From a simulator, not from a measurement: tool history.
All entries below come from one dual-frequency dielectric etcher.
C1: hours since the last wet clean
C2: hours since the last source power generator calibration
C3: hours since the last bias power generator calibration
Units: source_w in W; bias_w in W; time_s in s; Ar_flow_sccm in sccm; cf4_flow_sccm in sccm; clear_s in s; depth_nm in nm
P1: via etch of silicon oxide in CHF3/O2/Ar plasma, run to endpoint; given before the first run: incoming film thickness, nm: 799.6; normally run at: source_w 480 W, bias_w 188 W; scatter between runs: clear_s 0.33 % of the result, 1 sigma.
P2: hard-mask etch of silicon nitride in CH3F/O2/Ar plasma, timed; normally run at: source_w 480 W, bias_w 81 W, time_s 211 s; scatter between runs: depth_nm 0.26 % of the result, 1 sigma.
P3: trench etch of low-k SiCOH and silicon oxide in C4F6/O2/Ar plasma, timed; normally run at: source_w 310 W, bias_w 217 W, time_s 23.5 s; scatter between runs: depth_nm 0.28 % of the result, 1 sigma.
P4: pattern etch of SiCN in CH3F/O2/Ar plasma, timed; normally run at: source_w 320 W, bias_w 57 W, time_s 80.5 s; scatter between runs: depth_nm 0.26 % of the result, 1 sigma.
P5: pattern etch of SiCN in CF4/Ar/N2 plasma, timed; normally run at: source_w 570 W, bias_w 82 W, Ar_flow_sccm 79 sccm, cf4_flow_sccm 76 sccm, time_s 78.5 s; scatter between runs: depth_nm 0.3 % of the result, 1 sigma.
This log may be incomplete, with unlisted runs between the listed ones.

run 1 hour=7.4 | process=P1 source_w=480 bias_w=188 | C1=186.1 C2=2415.9 C3=2191.3 | clear_s=438.04
run 2 hour=15.4 | process=P3 source_w=310 bias_w=217 time_s=23.5 | C1=194.1 C2=2423.9 C3=2199.3 | depth_nm=71.311
run 3 hour=22.5 | process=P5 source_w=570 bias_w=82 time_s=47.5 Ar_flow_sccm=79 cf4_flow_sccm=76 | C1=201.2 C2=2431 C3=2206.4 | depth_nm=54.956
run 4 hour=31.5 | process=P1 source_w=310 bias_w=114 | C1=210.2 C2=2440 C3=2215.4 | clear_s=612.92
run 5 hour=41 | process=P3 source_w=310 bias_w=217 time_s=23.5 | C1=219.7 C2=2449.5 C3=2224.9 | depth_nm=71.147
run 6 hour=48.7 | process=P2 source_w=480 bias_w=81 time_s=312 | C1=227.4 C2=2457.2 C3=2232.6 | depth_nm=244.74
run 7 hour=58 | process=P4 source_w=320 bias_w=57 time_s=80.5 | C1=236.7 C2=2466.5 C3=2241.9 | depth_nm=24.552
run 8 hour=63 | process=P1 source_w=480 bias_w=188 | C1=241.7 C2=2471.5 C3=2246.9 | clear_s=439.97
run 9 hour=69.9 | process=P1 source_w=480 bias_w=188 | C1=248.6 C2=2478.4 C3=2253.8 | clear_s=438.07
run 10 hour=77 | process=P4 source_w=320 bias_w=57 time_s=80.5 | C1=255.7 C2=2485.5 C3=2260.9 | depth_nm=24.727
run 11 hour=83.4 | process=P4 source_w=320 bias_w=57 time_s=45.5 | C1=262.1 C2=2491.9 C3=2267.3 | depth_nm=13.944
run 12 hour=89.4 | process=P1 source_w=480 bias_w=188 | C1=268.1 C2=2497.9 C3=2273.3 | clear_s=440.19
run 13 hour=100.1 | process=P2 source_w=380 bias_w=81 time_s=211 | C1=278.8 C2=2508.6 C3=2284 | depth_nm=151.1
run 14 hour=104.9 | process=P2 source_w=480 bias_w=53 time_s=211 | C1=283.6 C2=2513.4 C3=2288.8 | depth_nm=143.4
run 15 hour=114.3 | process=P1 source_w=320 bias_w=259 | C1=293 C2=2522.8 C3=2298.2 | clear_s=456.56
run 16 hour=121.7 | process=P5 source_w=570 bias_w=82 time_s=78.5 Ar_flow_sccm=79 cf4_flow_sccm=76 | C1=300.4 C2=2530.2 C3=2305.6 | depth_nm=90.369
run 17 hour=129.5 | process=P5 source_w=570 bias_w=82 time_s=78.5 Ar_flow_sccm=63 cf4_flow_sccm=76 | C1=308.2 C2=2538 C3=2313.4 | depth_nm=92.822
run 18 hour=137.8 | process=P2 source_w=480 bias_w=81 time_s=211 | C1=316.5 C2=2546.3 C3=2321.7 | depth_nm=165.97
run 19 hour=144.6 | process=P3 source_w=410 bias_w=217 time_s=23.5 | C1=323.3 C2=2553.1 C3=2328.5 | depth_nm=79.574
run 20 hour=150.5 | process=P4 source_w=200 bias_w=57 time_s=80.5 | C1=329.2 C2=2559 C3=2334.4 | depth_nm=20.592
run 21 hour=157.1 | process=P1 source_w=480 bias_w=138 | C1=335.8 C2=2565.6 C3=2341 | clear_s=487.53
run 22 hour=165.2 | process=P1 source_w=480 bias_w=254 | C1=343.9 C2=2573.7 C3=2349.1 | clear_s=392.23
run 23 hour=170.8 | process=P3 source_w=310 bias_w=268 time_s=23.5 | C1=349.5 C2=2579.3 C3=2354.7 | depth_nm=76.68
run 24 hour=176.1 | process=P3 source_w=310 bias_w=217 time_s=13 | C1=354.8 C2=2584.6 C3=2360 | depth_nm=39.391
run 25 hour=183.3 | process=P1 source_w=580 bias_w=188 | C1=362 C2=2591.8 C3=2367.2 | clear_s=410.62
run 26 hour=191 | process=P1 source_w=390 bias_w=188 | C1=369.7 C2=2599.5 C3=2374.9 | clear_s=474.69
run 27 hour=201.8 | process=P4 source_w=320 bias_w=78 time_s=80.5 | C1=380.5 C2=2610.3 C3=2385.7 | depth_nm=27.644
run 28 hour=210.9 | process=P1 source_w=480 bias_w=188 | C1=389.6 C2=2619.4 C3=2394.8 | clear_s=440.37
run 29 hour=221.2 | process=P5 source_w=570 bias_w=52 time_s=78.5 Ar_flow_sccm=79 cf4_flow_sccm=76 | C1=399.9 C2=2629.7 C3=2405.1 | depth_nm=77.984
run 30 hour=226.2 | process=P5 source_w=570 bias_w=82 time_s=78.5 Ar_flow_sccm=79 cf4_flow_sccm=105 | C1=404.9 C2=2634.7 C3=2410.1 | depth_nm=93.968
run 31 hour=236.7 | process=P5 source_w=400 bias_w=82 time_s=78.5 Ar_flow_sccm=79 cf4_flow_sccm=76 | C1=415.4 C2=2645.2 C3=2420.6 | depth_nm=65.89
run 32 hour=241.7 | process=P1 source_w=480 bias_w=188 | C1=420.4 C2=2650.2 C3=2425.6 | clear_s=436.07
run 33 hour=250.7 | process=P1 source_w=480 bias_w=188 | C1=429.4 C2=2659.2 C3=2434.6 | clear_s=439.58
run 34 hour=260 | process=P1 source_w=480 bias_w=188 | C1=438.7 C2=2668.5 C3=2443.9 | clear_s=433.09
run 35 hour=266 | process=P1 source_w=480 bias_w=188 | C1=444.7 C2=2674.5 C3=2449.9 | clear_s=432.82
run 36 hour=273.5 | process=P1 source_w=480 bias_w=188 | C1=452.2 C2=2682 C3=2457.4 | clear_s=435.09
run 37 hour=279.1 | process=P1 source_w=480 bias_w=188 | C1=457.8 C2=2687.6 C3=2463 | clear_s=435.17
-- hour=281.9 wet clean of the chamber
run 38 hour=286.6 | process=P1 source_w=480 bias_w=188 | C1=4.7 C2=2695.1 C3=2470.5 | clear_s=434.62
run 39 hour=291.7 | process=P1 source_w=480 bias_w=188 | C1=9.8 C2=2700.2 C3=2475.6 | clear_s=433.89
run 40 hour=300 | process=P1 source_w=480 bias_w=188 | C1=18.1 C2=2708.5 C3=2483.9 | clear_s=433.26
run 41 hour=305.1 | process=P1 source_w=480 bias_w=188 | C1=23.2 C2=2713.6 C3=2489 | clear_s=432.98
run 42 hour=309.9 | process=P1 source_w=480 bias_w=188 | C1=28 C2=2718.4 C3=2493.8 | clear_s=433.61
run 43 hour=315.6 | process=P1 source_w=480 bias_w=188 | C1=33.7 C2=2724.1 C3=2499.5 | clear_s=431.25
run 44 hour=323.1 | process=P1 source_w=480 bias_w=188 | C1=41.2 C2=2731.6 C3=2507 | clear_s=430.89

The log shows P1 creeping away from where it was. Any of the 2 causes listed here, at the size stated for it, fits the log just as well as the others:
A: source power that arrives over what is set, % = 4.49
B: bias power that arrives over what is set, % = 4.95
Onset of the creep was near hour 250.7.
Excluded causes, each with its reason:
chamber walls in a state that raises the etch rate, %: serviced at hour 281.9, after the change had begun; the process did not return to its earlier output

Below are 4 check runs, each on a single wafer, with their results shown as question marks. Which of them would tell the listed causes apart, meaning the causes would give clearly different results under it?
run check 1 hour=330.6 | process=P5 source_w=450 bias_w=57 time_s=78.5 Ar_flow_sccm=79 cf4_flow_sccm=76 | depth_nm=?
run check 2 hour=330.6 | process=P3 source_w=380 bias_w=217 time_s=23.5 | depth_nm=?
run check 3 hour=330.6 | process=P4 source_w=260 bias_w=72 time_s=80.5 | depth_nm=?
run check 4 hour=330.6 | process=P2 source_w=480 bias_w=53 time_s=253.5 | depth_nm=?

What every check run would give for each of its results, assuming each possible cause in turn:
check=check_1 result=depth_nm if_A=67.755 if_B=66.159
check=check_2 result=depth_nm if_A=78.349 if_B=78.278
check=check_3 result=depth_nm if_A=25.196 if_B=25.229
check=check_4 result=depth_nm if_A=176.02 if_B=175.69
Per check, the gap between the least separated pair of causes, taken in the result that splits them most: check 1 2.38 %; check 2 0.09 %; check 3 0.13 %; check 4 0.19 %
The other checks would show nearly matching results whichever cause is true, so check 1 is the only one that separates the causes.

Here is what check 1 returned: depth_nm 68.255 nm. Which cause is it?

It is A: source power that arrives over what is set, %.
